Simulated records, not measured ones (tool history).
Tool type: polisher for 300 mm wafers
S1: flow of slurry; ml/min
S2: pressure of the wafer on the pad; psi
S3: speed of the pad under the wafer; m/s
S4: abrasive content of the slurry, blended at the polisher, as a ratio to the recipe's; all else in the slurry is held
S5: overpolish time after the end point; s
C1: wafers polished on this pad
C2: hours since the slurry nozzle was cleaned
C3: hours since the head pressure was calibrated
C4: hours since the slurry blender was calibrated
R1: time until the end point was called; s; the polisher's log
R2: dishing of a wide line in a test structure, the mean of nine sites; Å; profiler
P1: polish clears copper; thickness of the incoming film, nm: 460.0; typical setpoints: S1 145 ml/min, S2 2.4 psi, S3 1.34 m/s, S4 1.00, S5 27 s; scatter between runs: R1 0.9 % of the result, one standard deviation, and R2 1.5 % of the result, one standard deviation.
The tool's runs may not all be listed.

run  hour   S1   S2    S3    S4  S5    C1     C2     C3     C4      R1      R2
  1   3.6  145  2.4  1.34  1.00  27   964  475.5  131.5   69.5  158.59  497.93
  2  10.3  145  2.4  1.34  1.00  27  1006  482.2  138.2   76.2  154.85  493.17
  3  13.8  145  2.4  1.34  1.00  27  1028  485.7  141.7   79.7  157.50  488.16
  4  18.1  145  2.4  0.88  1.00  27  1055  490.0  146.0   84.0  241.19  344.05
  5  23.6  145  2.4  1.34  1.00  27  1089  495.5  151.5   89.5  156.33  499.40
  6  27.1  145  2.4  1.34  1.00  27  1111  499.0  155.0   93.0  153.66  477.59
  7  32.2  145  2.4  1.34  1.00   8  1143  504.1  160.1   98.1  155.88  168.93
  8  36.1  145  2.4  1.34  1.00  27  1168  508.0  164.0  102.0  156.99  489.19
  9  43.2  145  3.5  1.34  1.00  27  1213  515.1  171.1  109.1  107.83  671.98
     45.7  -- slurry blender recalibrated
 10  48.9   85  2.4  1.34  1.00  27  1248  520.8  176.8    3.3  176.14  450.48
 11  53.7  145  2.4  1.34  1.00  39  1279  525.6  181.6    8.1  158.53  633.43
 12  59.1  145  2.4  1.34  1.40  27  1312  531.0  187.0   13.5  146.54  521.56
 13  64.5  145  1.3  1.34  1.00  27  1346  536.4  192.4   18.9  287.51  289.56
 14  68.9  200  2.4  1.34  1.00  27  1374  540.8  196.8   23.3  150.27  507.86
 15  75.8  145  2.4  2.06  1.00  27  1417  547.7  203.7   30.2  102.97  666.71
 16  82.4  145  2.4  1.34  0.55  27  1459  554.3  210.3   36.8  174.74  436.70

Run 17 has not been measured yet. What should we expect?
 17  89.4  145  3.5  0.72  1.00  27  1503  561.3  217.3  43.8   ?   ?

{"run 17": {"R1": 200.01, "R2": 411.69}}
